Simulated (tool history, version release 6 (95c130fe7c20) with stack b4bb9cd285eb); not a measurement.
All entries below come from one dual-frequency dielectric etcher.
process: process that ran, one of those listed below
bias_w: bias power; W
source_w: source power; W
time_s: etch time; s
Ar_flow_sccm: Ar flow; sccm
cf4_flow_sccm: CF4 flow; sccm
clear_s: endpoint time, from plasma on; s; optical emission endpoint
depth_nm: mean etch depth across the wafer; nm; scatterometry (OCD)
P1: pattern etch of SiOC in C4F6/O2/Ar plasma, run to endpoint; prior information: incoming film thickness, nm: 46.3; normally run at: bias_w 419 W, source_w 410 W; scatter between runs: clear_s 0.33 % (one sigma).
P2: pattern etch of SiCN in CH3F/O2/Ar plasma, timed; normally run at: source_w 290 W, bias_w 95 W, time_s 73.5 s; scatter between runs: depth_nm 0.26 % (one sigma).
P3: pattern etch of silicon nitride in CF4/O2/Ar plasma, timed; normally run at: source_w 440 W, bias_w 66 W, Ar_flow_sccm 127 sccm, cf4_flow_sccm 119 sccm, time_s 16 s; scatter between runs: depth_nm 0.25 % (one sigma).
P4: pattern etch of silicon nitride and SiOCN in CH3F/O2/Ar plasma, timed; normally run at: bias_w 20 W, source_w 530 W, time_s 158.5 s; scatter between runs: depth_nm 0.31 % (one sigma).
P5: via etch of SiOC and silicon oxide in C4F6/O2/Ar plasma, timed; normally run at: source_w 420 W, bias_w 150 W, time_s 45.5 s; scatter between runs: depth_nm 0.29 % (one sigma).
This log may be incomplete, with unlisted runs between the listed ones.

run 1 hour=11.5 | process=P1 bias_w=419 source_w=410 | clear_s=16.668
run 2 hour=25 | process=P1 bias_w=419 source_w=410 | clear_s=16.612
run 3 hour=35.8 | process=P5 bias_w=150 source_w=420 time_s=45.5 | depth_nm=48.723
run 4 hour=46.4 | process=P3 bias_w=66 source_w=580 time_s=16 Ar_flow_sccm=127 cf4_flow_sccm=119 | depth_nm=38.445
run 5 hour=58.2 | process=P1 bias_w=555 source_w=410 | clear_s=14.902
run 6 hour=65.7 | process=P3 bias_w=66 source_w=440 time_s=16 Ar_flow_sccm=127 cf4_flow_sccm=119 | depth_nm=30.297
run 7 hour=73.2 | process=P1 bias_w=419 source_w=310 | clear_s=18.407
run 8 hour=82.7 | process=P2 bias_w=95 source_w=290 time_s=73.5 | depth_nm=27.428
run 9 hour=94.1 | process=P5 bias_w=116 source_w=420 time_s=45.5 | depth_nm=45.13
run 10 hour=106 | process=P1 bias_w=419 source_w=410 | clear_s=16.627
run 11 hour=118.6 | process=P4 bias_w=20 source_w=530 time_s=158.5 | depth_nm=22.246
run 12 hour=125 | process=P1 bias_w=302 source_w=500 | clear_s=17.274
run 13 hour=132.6 | process=P3 bias_w=83 source_w=440 time_s=16 Ar_flow_sccm=127 cf4_flow_sccm=119 | depth_nm=33.129
run 14 hour=146.7 | process=P5 bias_w=150 source_w=570 time_s=45.5 | depth_nm=54.785
run 15 hour=159.2 | process=P1 bias_w=419 source_w=580 | clear_s=14.545
run 16 hour=169.2 | process=P5 bias_w=150 source_w=420 time_s=26 | depth_nm=27.723
run 17 hour=179.7 | process=P3 bias_w=66 source_w=440 time_s=16 Ar_flow_sccm=127 cf4_flow_sccm=69 | depth_nm=28.342
run 18 hour=186.2 | process=P4 bias_w=12 source_w=530 time_s=158.5 | depth_nm=18.286
run 19 hour=193.9 | process=P2 bias_w=66 source_w=290 time_s=73.5 | depth_nm=24.006
run 20 hour=203.6 | process=P4 bias_w=20 source_w=530 time_s=119.5 | depth_nm=16.864
run 21 hour=212.8 | process=P4 bias_w=20 source_w=530 time_s=158.5 | depth_nm=22.418
-- hour=223.2 wet clean of the chamber
run 22 hour=223.2 | process=P5 bias_w=150 source_w=420 time_s=45.5 | depth_nm=48.482
run 23 hour=233.5 | process=P2 bias_w=95 source_w=350 time_s=73.5 | depth_nm=29.389
run 24 hour=247 | process=P3 bias_w=66 source_w=440 time_s=9 Ar_flow_sccm=127 cf4_flow_sccm=119 | depth_nm=17.077
run 25 hour=256.8 | process=P3 bias_w=66 source_w=440 time_s=16 Ar_flow_sccm=127 cf4_flow_sccm=119 | depth_nm=30.276
run 26 hour=265.1 | process=P3 bias_w=66 source_w=440 time_s=16 Ar_flow_sccm=80 cf4_flow_sccm=119 | depth_nm=31.663
run 27 hour=276.9 | process=P1 bias_w=318 source_w=410 | clear_s=18.202
-- hour=279.4 bias power generator calibrated
run 28 hour=288.2 | process=P1 bias_w=419 source_w=410 | clear_s=16.546
run 29 hour=297.3 | process=P1 bias_w=419 source_w=410 | clear_s=16.572
run 30 hour=310.5 | process=P4 bias_w=20 source_w=350 time_s=158.5 | depth_nm=19.444
run 31 hour=318.8 | process=P1 bias_w=419 source_w=410 | clear_s=16.576
run 32 hour=325.6 | process=P2 bias_w=95 source_w=290 time_s=51 | depth_nm=18.961
run 33 hour=334.3 | process=P1 bias_w=419 source_w=410 | clear_s=16.581
run 34 hour=345.8 | process=P1 bias_w=419 source_w=410 | clear_s=16.714
run 35 hour=360.1 | process=P1 bias_w=419 source_w=410 | clear_s=16.673
run 36 hour=367.9 | process=P1 bias_w=419 source_w=410 | clear_s=16.642
-- hour=374.3 wet clean of the chamber
run 37 hour=379.4 | process=P1 bias_w=419 source_w=410 | clear_s=16.845
run 38 hour=392.9 | process=P1 bias_w=419 source_w=410 | clear_s=16.811
run 39 hour=407.5 | process=P1 bias_w=419 source_w=410 | clear_s=16.84
run 40 hour=414.5 | process=P1 bias_w=419 source_w=410 | clear_s=16.807
run 41 hour=426.2 | process=P1 bias_w=419 source_w=410 | clear_s=16.931
run 42 hour=433.3 | process=P1 bias_w=419 source_w=410 | clear_s=16.803
run 43 hour=444.8 | process=P1 bias_w=419 source_w=410 | clear_s=16.959

What P1 gives has crept away from where it was. These 2 causes fit the log equally well, each at the size given:
A: source power that arrives under what is set, % = 4.3
B: bias power that arrives under what is set, % = 4.42
At approximately hour 334.3, the process output began to creep.
Other possible causes, and why each is ruled out:
chamber walls in a state that lowers the etch rate, %: serviced at hour 374.3, after the drift had started, without restoring the earlier output

The check runs listed below each take one wafer, and their results are still question marks. Under which run would the listed causes lead to clearly different results?
run check 1 hour=456.3 | process=P3 bias_w=66 source_w=440 time_s=16 Ar_flow_sccm=80 cf4_flow_sccm=119 | depth_nm=?
run check 2 hour=456.3 | process=P2 bias_w=95 source_w=290 time_s=57.5 | depth_nm=?
run check 3 hour=456.3 | process=P4 bias_w=15 source_w=350 time_s=158.5 | depth_nm=?
run check 4 hour=456.3 | process=P5 bias_w=150 source_w=520 time_s=45.5 | depth_nm=?

Predicted outcomes, by check and by cause:
check=check_1 result=depth_nm if_A=30.59 if_B=31.241
check=check_2 result=depth_nm if_A=21.086 if_B=21.065
check=check_3 result=depth_nm if_A=16.901 if_B=16.855
check=check_4 result=depth_nm if_A=51.981 if_B=52.173
Distance between the nearest two causes, measured in the result of the check that separates them most: check 1 2.1 %; check 2 0.1 %; check 3 0.27 %; check 4 0.37 %
Check 1 distinguishes between the causes, while the remaining checks would return nearly the same result for all of them.

Check 1 has now been run. It gave: depth_nm 31.296 nm. Which of the candidate causes is it?

B is the cause: bias power that arrives under what is set, %.
